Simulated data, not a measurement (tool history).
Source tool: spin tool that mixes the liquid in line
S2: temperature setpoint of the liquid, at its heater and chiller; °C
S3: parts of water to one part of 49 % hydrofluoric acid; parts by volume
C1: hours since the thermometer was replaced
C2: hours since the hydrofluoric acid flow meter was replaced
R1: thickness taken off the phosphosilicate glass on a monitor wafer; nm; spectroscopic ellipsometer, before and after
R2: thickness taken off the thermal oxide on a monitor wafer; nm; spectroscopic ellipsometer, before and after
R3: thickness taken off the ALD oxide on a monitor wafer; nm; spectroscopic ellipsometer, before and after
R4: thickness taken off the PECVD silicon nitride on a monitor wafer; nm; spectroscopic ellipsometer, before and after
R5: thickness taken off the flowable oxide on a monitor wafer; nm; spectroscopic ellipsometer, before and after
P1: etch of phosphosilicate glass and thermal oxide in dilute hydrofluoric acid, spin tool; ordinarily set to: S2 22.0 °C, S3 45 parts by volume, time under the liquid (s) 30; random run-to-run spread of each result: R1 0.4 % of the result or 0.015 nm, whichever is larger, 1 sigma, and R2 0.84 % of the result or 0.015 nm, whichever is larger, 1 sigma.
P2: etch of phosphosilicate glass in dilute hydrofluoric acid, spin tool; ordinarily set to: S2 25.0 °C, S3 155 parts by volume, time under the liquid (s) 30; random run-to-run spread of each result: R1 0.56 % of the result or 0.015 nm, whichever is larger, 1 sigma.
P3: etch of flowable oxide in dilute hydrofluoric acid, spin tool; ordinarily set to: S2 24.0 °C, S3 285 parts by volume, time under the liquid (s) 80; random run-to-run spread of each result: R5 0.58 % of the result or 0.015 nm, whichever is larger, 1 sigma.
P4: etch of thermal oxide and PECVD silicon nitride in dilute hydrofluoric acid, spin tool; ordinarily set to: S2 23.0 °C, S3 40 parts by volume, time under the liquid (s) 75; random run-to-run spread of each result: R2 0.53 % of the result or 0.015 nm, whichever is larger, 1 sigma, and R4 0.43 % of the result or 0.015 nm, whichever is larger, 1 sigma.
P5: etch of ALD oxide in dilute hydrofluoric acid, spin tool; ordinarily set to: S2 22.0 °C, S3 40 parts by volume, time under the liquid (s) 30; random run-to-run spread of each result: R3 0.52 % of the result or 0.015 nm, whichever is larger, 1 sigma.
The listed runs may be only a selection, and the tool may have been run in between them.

run 1 day=0.175 | process_that_ran=P1 S2=22.0 S3=45 time_under_the_liquid_(s)=30 | C1=83.6 C2=866.8 | R1=126.290 R2=3.2050
run 2 day=0.562 | process_that_ran=P5 S2=22.0 S3=40 time_under_the_liquid_(s)=15 | C1=92.9 C2=876.1 | R3=5.9033
run 3 day=0.904 | process_that_ran=P1 S2=22.0 S3=45 time_under_the_liquid_(s)=30 | C1=101.1 C2=884.3 | R1=126.070 R2=3.2438
run 4 day=1.171 | process_that_ran=P4 S2=17.0 S3=40 time_under_the_liquid_(s)=75 | C1=107.5 C2=890.7 | R2=7.1543 R4=3.1411
run 5 day=1.562 | process_that_ran=P4 S2=23.0 S3=40 time_under_the_liquid_(s)=145 | C1=116.9 C2=900.1 | R2=18.2590 R4=9.1838
run 6 day=1.883 | process_that_ran=P3 S2=24.0 S3=285 time_under_the_liquid_(s)=15 | C1=124.6 C2=907.8 | R5=1.1333
run 7 day=2.242 | process_that_ran=P1 S2=17.5 S3=45 time_under_the_liquid_(s)=15 | C1=133.2 C2=916.4 | R1=52.154 R2=1.3028
run 8 day=2.629 | process_that_ran=P1 S2=22.0 S3=20 time_under_the_liquid_(s)=30 | C1=142.5 C2=925.7 | R1=293.580 R2=7.3740
run 9 day=2.950 | process_that_ran=P1 S2=17.5 S3=20 time_under_the_liquid_(s)=30 | C1=150.2 C2=933.4 | R1=241.950 R2=6.0778
run 10 day=3.204 | process_that_ran=P2 S2=25.0 S3=90 time_under_the_liquid_(s)=30 | C1=156.3 C2=939.5 | R1=50.850
run 11 day=3.546 | process_that_ran=P4 S2=23.0 S3=20 time_under_the_liquid_(s)=75 | C1=164.5 C2=947.7 | R2=19.1150 R4=9.2607
run 12 day=3.908 | process_that_ran=P4 S2=23.0 S3=40 time_under_the_liquid_(s)=75 | C1=173.2 C2=956.4 | R2=9.3406 R4=4.7678
run 13 day=4.279 | process_that_ran=P2 S2=18.5 S3=155 time_under_the_liquid_(s)=30 | C1=182.1 C2=965.3 | R1=20.795
run 14 day=4.550 | process_that_ran=P2 S2=25.0 S3=155 time_under_the_liquid_(s)=30 | C1=188.6 C2=971.8 | R1=27.169
run 15 day=4.779 | process_that_ran=P5 S2=22.0 S3=20 time_under_the_liquid_(s)=30 | C1=194.1 C2=977.3 | R3=24.2980
run 16 day=4.996 | process_that_ran=P1 S2=25.5 S3=45 time_under_the_liquid_(s)=30 | C1=199.3 C2=982.5 | R1=146.330 R2=3.6886
run 17 day=5.271 | process_that_ran=P1 S2=22.0 S3=45 time_under_the_liquid_(s)=55 | C1=205.9 C2=989.1 | R1=231.660 R2=5.8534
run 18 day=5.625 | process_that_ran=P1 S2=22.0 S3=45 time_under_the_liquid_(s)=30 | C1=214.4 C2=997.6 | R1=127.020 R2=3.2513
run 19 day=5.858 | process_that_ran=P5 S2=22.0 S3=40 time_under_the_liquid_(s)=30 | C1=220.0 C2=1003.2 | R3=11.9040
run 20 day=6.200 | process_that_ran=P3 S2=24.0 S3=285 time_under_the_liquid_(s)=80 | C1=228.2 C2=1011.4 | R5=5.9865
run 21 day=6.475 | process_that_ran=P3 S2=24.0 S3=285 time_under_the_liquid_(s)=80 | C1=234.8 C2=1018.0 | R5=5.9302
run 22 day=6.775 | process_that_ran=P1 S2=18.0 S3=45 time_under_the_liquid_(s)=30 | C1=242.0 C2=1025.2 | R1=107.090 R2=2.7229
run 23 day=7.008 | process_that_ran=P1 S2=22.0 S3=45 time_under_the_liquid_(s)=30 | C1=247.6 C2=1030.8 | R1=126.150 R2=3.1244
run 24 day=7.275 | process_that_ran=P5 S2=29.5 S3=40 time_under_the_liquid_(s)=30 | C1=254.0 C2=1037.2 | R3=15.9590
run 25 day=7.546 | process_that_ran=P3 S2=18.5 S3=285 time_under_the_liquid_(s)=80 | C1=260.5 C2=1043.7 | R5=4.8905
run 26 day=7.808 | process_that_ran=P1 S2=22.0 S3=60 time_under_the_liquid_(s)=30 | C1=266.8 C2=1050.0 | R1=93.198 R2=2.3984
run 27 day=8.146 | process_that_ran=P1 S2=22.0 S3=45 time_under_the_liquid_(s)=15 | C1=274.9 C2=1058.1 | R1=63.372 R2=1.5962
run 28 day=8.354 | process_that_ran=P2 S2=25.0 S3=155 time_under_the_liquid_(s)=15 | C1=279.9 C2=1063.1 | R1=13.502
run 29 day=8.746 | process_that_ran=P1 S2=22.0 S3=45 time_under_the_liquid_(s)=30 | C1=289.3 C2=1072.5 | R1=126.460 R2=3.2234
run 30 day=9.012 | process_that_ran=P3 S2=24.0 S3=150 time_under_the_liquid_(s)=80 | C1=295.7 C2=1078.9 | R5=13.1350
run 31 day=9.246 | process_that_ran=P5 S2=22.0 S3=40 time_under_the_liquid_(s)=30 | C1=301.3 C2=1084.5 | R3=11.8450
run 32 day=9.646 | process_that_ran=P1 S2=22.0 S3=45 time_under_the_liquid_(s)=30 | C1=310.9 C2=1094.1 | R1=126.400 R2=3.2130
run 33 day=9.917 | process_that_ran=P1 S2=22.0 S3=45 time_under_the_liquid_(s)=30 | C1=317.4 C2=1100.6 | R1=123.820 R2=3.1676
run 34 day=10.283 | process_that_ran=P1 S2=22.0 S3=45 time_under_the_liquid_(s)=30 | C1=326.2 C2=1109.4 | R1=121.450 R2=3.0814
run 35 day=10.567 | process_that_ran=P1 S2=22.0 S3=45 time_under_the_liquid_(s)=30 | C1=333.0 C2=1116.2 | R1=120.800 R2=3.0619
run 36 day=10.788 | process_that_ran=P1 S2=22.0 S3=45 time_under_the_liquid_(s)=30 | C1=338.3 C2=1121.5 | R1=120.070 R2=3.0751
run 37 day=11.117 | process_that_ran=P1 S2=22.0 S3=45 time_under_the_liquid_(s)=30 | C1=346.2 C2=1129.4 | R1=119.600 R2=3.0436
run 38 day=11.433 | process_that_ran=P1 S2=22.0 S3=45 time_under_the_liquid_(s)=30 | C1=353.8 C2=1137.0 | R1=119.810 R2=3.0514
run 39 day=11.767 | process_that_ran=P1 S2=22.0 S3=45 time_under_the_liquid_(s)=30 | C1=361.8 C2=1145.0 | R1=118.840 R2=3.0500

What P1 gives has crept away from where it was. These 2 causes fit the log equally well, each at the size given:
A: liquid colder than its thermometer reads (K) = 1.4
B: hydrofluoric acid flow below the setpoint (%) = 5.39
The creep began at about day 9.646.

Each of the 4 check runs below uses one wafer; its results are left as question marks. Which run tells the causes apart?
run check 1 day=12.100 | process_that_ran=P2 S2=25.0 S3=105 time_under_the_liquid_(s)=30 | R1=?
run check 2 day=12.100 | process_that_ran=P5 S2=25.5 S3=40 time_under_the_liquid_(s)=15 | R3=?
run check 3 day=12.100 | process_that_ran=P4 S2=23.0 S3=40 time_under_the_liquid_(s)=140 | R2=? R4=?
run check 4 day=12.100 | process_that_ran=P3 S2=24.0 S3=160 time_under_the_liquid_(s)=15 | R5=?

What every check run would give for each of its results, assuming each possible cause in turn:
check=check_1 result=R1 if_A=40.222 if_B=39.913
check=check_2 result=R3 if_A=6.4576 if_B=6.4519
check=check_3 result=R2 if_A=16.4660 if_B=16.4730
check=check_3 result=R4 if_A=8.0843 if_B=8.4320
check=check_4 result=R5 if_A=2.1679 if_B=2.1418
How far apart the two closest causes lie, in the result that separates them most: check 1 0.77 %; check 2 0.09 %; check 3 4.21 %; check 4 1.21 %
Check 3 tells the causes apart: in the others they would give nearly the same result.

Then check 3 was run and gave: R2 16.5010 nm; R4 8.4065 nm. Which cause is it?

B is the cause: hydrofluoric acid flow below the setpoint (%).
